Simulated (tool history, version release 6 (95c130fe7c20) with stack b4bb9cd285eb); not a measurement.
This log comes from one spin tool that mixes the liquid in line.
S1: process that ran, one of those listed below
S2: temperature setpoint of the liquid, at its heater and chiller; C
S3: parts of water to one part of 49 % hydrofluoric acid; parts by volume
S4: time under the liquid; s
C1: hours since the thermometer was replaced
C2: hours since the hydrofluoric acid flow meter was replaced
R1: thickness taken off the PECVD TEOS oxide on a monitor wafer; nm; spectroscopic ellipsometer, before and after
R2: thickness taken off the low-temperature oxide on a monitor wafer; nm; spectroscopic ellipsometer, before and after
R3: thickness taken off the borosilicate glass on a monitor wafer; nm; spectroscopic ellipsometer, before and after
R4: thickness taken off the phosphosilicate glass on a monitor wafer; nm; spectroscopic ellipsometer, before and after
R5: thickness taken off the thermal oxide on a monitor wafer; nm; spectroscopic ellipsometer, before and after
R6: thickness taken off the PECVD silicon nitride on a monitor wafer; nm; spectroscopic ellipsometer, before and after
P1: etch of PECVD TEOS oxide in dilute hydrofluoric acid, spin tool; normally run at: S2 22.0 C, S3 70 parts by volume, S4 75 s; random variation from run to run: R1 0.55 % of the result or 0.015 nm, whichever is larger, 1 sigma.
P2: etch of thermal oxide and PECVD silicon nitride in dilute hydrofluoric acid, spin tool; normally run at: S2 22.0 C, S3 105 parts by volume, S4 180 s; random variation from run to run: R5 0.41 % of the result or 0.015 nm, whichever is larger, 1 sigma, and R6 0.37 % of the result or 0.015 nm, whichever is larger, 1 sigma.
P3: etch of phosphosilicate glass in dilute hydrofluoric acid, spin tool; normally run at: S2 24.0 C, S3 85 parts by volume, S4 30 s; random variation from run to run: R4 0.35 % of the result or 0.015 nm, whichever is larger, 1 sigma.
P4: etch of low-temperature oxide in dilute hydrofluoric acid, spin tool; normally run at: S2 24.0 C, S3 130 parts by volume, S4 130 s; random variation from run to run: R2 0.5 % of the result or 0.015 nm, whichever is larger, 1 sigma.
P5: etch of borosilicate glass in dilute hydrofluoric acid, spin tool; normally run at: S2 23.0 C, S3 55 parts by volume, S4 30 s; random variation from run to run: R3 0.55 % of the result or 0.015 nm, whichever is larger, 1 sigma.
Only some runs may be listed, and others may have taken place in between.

Run 1, hour 10.7: S1 P1, S2 22.0 C, S3 70 parts by volume, S4 75 s; C1 497.6; C2 809.1. Result: R1 13.0130 nm.
Run 2, hour 22.5: S1 P1, S2 28.0 C, S3 70 parts by volume, S4 75 s; C1 509.4; C2 820.9. Result: R1 16.3490 nm.
Run 3, hour 39.0: S1 P4, S2 24.0 C, S3 130 parts by volume, S4 25 s; C1 525.9; C2 837.4. Result: R2 2.9755 nm.
Run 4, hour 50.9: S1 P5, S2 17.0 C, S3 55 parts by volume, S4 30 s; C1 537.8; C2 849.3. Result: R3 19.147 nm.
Run 5, hour 63.3: S1 P3, S2 24.0 C, S3 85 parts by volume, S4 30 s; C1 550.2; C2 861.7. Result: R4 39.031 nm.
Run 6, hour 79.4: S1 P1, S2 22.0 C, S3 70 parts by volume, S4 110 s; C1 566.3; C2 877.8. Result: R1 18.8950 nm.
Run 7, hour 88.4: S1 P1, S2 22.0 C, S3 105 parts by volume, S4 75 s; C1 575.3; C2 886.8. Result: R1 8.3279 nm.
Run 8, hour 100.2: S1 P1, S2 22.0 C, S3 70 parts by volume, S4 75 s; C1 587.1; C2 898.6. Result: R1 12.8670 nm.
Run 9, hour 111.5: S1 P4, S2 24.0 C, S3 130 parts by volume, S4 130 s; C1 598.4; C2 909.9. Result: R2 15.5470 nm.
Run 10, hour 121.6: S1 P3, S2 24.0 C, S3 85 parts by volume, S4 55 s; C1 608.5; C2 920.0. Result: R4 71.812 nm.
Run 11, hour 137.9: S1 P2, S2 22.0 C, S3 105 parts by volume, S4 180 s; C1 624.8; C2 936.3. Result: R5 7.9251 nm, R6 8.4184 nm.
Run 12, hour 155.5: S1 P1, S2 17.0 C, S3 70 parts by volume, S4 75 s; C1 642.4; C2 953.9. Result: R1 10.4220 nm.
Run 13, hour 165.3: S1 P1, S2 22.0 C, S3 70 parts by volume, S4 15 s; C1 652.2; C2 963.7. Result: R1 2.5862 nm.
Run 14, hour 181.6: S1 P2, S2 17.0 C, S3 105 parts by volume, S4 180 s; C1 668.5; C2 980.0. Result: R5 6.5219 nm, R6 5.9757 nm.
Run 15, hour 198.0: S1 P3, S2 24.0 C, S3 45 parts by volume, S4 30 s; C1 684.9; C2 996.4. Result: R4 77.593 nm.
Run 16, hour 207.6: S1 P2, S2 22.0 C, S3 165 parts by volume, S4 180 s; C1 694.5; C2 1006.0. Result: R5 4.7367 nm, R6 5.4471 nm.
Run 17, hour 218.2: S1 P1, S2 18.5 C, S3 45 parts by volume, S4 75 s; C1 705.1; C2 1016.6. Result: R1 17.8770 nm.
Run 18, hour 233.3: S1 P4, S2 24.0 C, S3 45 parts by volume, S4 130 s; C1 720.2; C2 1031.7. Result: R2 49.7480 nm.
Run 19, hour 242.0: S1 P5, S2 23.0 C, S3 95 parts by volume, S4 30 s; C1 728.9; C2 1040.4. Result: R3 13.495 nm.
Run 20, hour 255.7: S1 P5, S2 23.0 C, S3 55 parts by volume, S4 15 s; C1 742.6; C2 1054.1. Result: R3 12.261 nm.
Run 21, hour 272.5: S1 P3, S2 24.0 C, S3 85 parts by volume, S4 30 s; C1 759.4; C2 1070.9. Result: R4 39.004 nm.
Run 22, hour 285.4: S1 P1, S2 22.0 C, S3 70 parts by volume, S4 75 s; C1 772.3; C2 1083.8. Result: R1 12.9800 nm.
Run 23, hour 298.5: S1 P1, S2 22.0 C, S3 70 parts by volume, S4 75 s; C1 785.4; C2 1096.9. Result: R1 12.9810 nm.
Run 24, hour 315.7: S1 P1, S2 22.0 C, S3 20 parts by volume, S4 75 s; C1 802.6; C2 1114.1. Result: R1 48.2280 nm.
Run 25, hour 331.4: S1 P1, S2 22.0 C, S3 70 parts by volume, S4 75 s; C1 818.3; C2 1129.8. Result: R1 12.8970 nm.
Run 26, hour 341.9: S1 P3, S2 17.0 C, S3 85 parts by volume, S4 30 s; C1 828.8; C2 1140.3. Result: R4 29.212 nm.
Run 27, hour 351.7: S1 P1, S2 18.5 C, S3 70 parts by volume, S4 25 s; C1 838.6; C2 1150.1. Result: R1 3.7543 nm.
Run 28, hour 361.3: S1 P2, S2 22.0 C, S3 105 parts by volume, S4 180 s; C1 848.2; C2 1159.7. Result: R5 7.9528 nm, R6 8.4362 nm.
Run 29, hour 369.6: S1 P2, S2 22.0 C, S3 105 parts by volume, S4 85 s; C1 856.5; C2 1168.0. Result: R5 3.7689 nm, R6 3.9790 nm.
Run 30, hour 388.1: S1 P4, S2 18.5 C, S3 130 parts by volume, S4 130 s; C1 875.0; C2 1186.5. Result: R2 12.5110 nm.
Run 31, hour 405.4: S1 P5, S2 23.0 C, S3 55 parts by volume, S4 30 s; C1 892.3; C2 1203.8. Result: R3 24.346 nm.
Run 32, hour 417.4: S1 P1, S2 22.0 C, S3 70 parts by volume, S4 75 s; C1 904.3; C2 1215.8. Result: R1 12.9210 nm.
Run 33, hour 426.1: S1 P1, S2 22.0 C, S3 70 parts by volume, S4 75 s; C1 913.0; C2 1224.5. Result: R1 12.5960 nm.
Run 34, hour 444.6: S1 P1, S2 22.0 C, S3 70 parts by volume, S4 75 s; C1 931.5; C2 1243.0. Result: R1 12.2510 nm.
Run 35, hour 462.0: S1 P1, S2 22.0 C, S3 70 parts by volume, S4 75 s; C1 948.9; C2 1260.4. Result: R1 12.1440 nm.
Run 36, hour 476.3: S1 P1, S2 22.0 C, S3 70 parts by volume, S4 75 s; C1 963.2; C2 1274.7. Result: R1 11.8370 nm.
Run 37, hour 491.1: S1 P1, S2 22.0 C, S3 70 parts by volume, S4 75 s; C1 978.0; C2 1289.5. Result: R1 11.8380 nm.
Run 38, hour 501.9: S1 P1, S2 22.0 C, S3 70 parts by volume, S4 75 s; C1 988.8; C2 1300.3. Result: R1 11.9050 nm.
Run 39, hour 511.9: S1 P1, S2 22.0 C, S3 70 parts by volume, S4 75 s; C1 998.8; C2 1310.3. Result: R1 11.8340 nm.
Run 40, hour 530.7: S1 P1, S2 22.0 C, S3 70 parts by volume, S4 75 s; C1 1017.6; C2 1329.1. Result: R1 11.8390 nm.
Run 41, hour 546.8: S1 P1, S2 22.0 C, S3 70 parts by volume, S4 75 s; C1 1033.7; C2 1345.2. Result: R1 11.7600 nm.
Run 42, hour 556.5: S1 P1, S2 22.0 C, S3 70 parts by volume, S4 75 s; C1 1043.4; C2 1354.9. Result: R1 11.6870 nm.

What P1 gives has crept away from where it was. These 2 causes fit the log equally well, each at the size given:
A: hydrofluoric acid flow below the setpoint (%) = 8.35
B: liquid colder than its thermometer reads (K) = 2.29
The gradual shift began around hour 417.4.

Consider the 4 single-wafer check runs listed below, results given as question marks: which one distinguishes between the causes by giving clearly different results for each?
Run check 1, hour 566.2: S1 P3, S2 18.0 C, S3 85 parts by volume, S4 50 s. Result: R4 ?.
Run check 2, hour 566.2: S1 P2, S2 17.0 C, S3 105 parts by volume, S4 180 s. Result: R5 ?, R6 ?.
Run check 3, hour 566.2: S1 P4, S2 20.5 C, S3 55 parts by volume, S4 130 s. Result: R2 ?.
Run check 4, hour 566.2: S1 P5, S2 23.0 C, S3 80 parts by volume, S4 15 s. Result: R3 ?.

Check results expected under each cause:
  check  result     if A     if B
check 1      R4   46.158   46.063
check 2      R5   5.8684   5.8667
check 2      R6   5.5285   5.1210
check 3      R2  31.6200  31.4870
check 4      R3   7.4222   7.4399
Minimum pairwise separation of causes per check, each pair taken at its best-separating result: check 1 0.21 %; check 2 7.66 %; check 3 0.42 %; check 4 0.24 %
Only in check 2 would the causes give clearly different results; in the remaining checks their results would be nearly the same.

Here is what check 2 returned: R5 5.9029 nm; R6 5.1302 nm. Which cause is it?

It is B: liquid colder than its thermometer reads (K).

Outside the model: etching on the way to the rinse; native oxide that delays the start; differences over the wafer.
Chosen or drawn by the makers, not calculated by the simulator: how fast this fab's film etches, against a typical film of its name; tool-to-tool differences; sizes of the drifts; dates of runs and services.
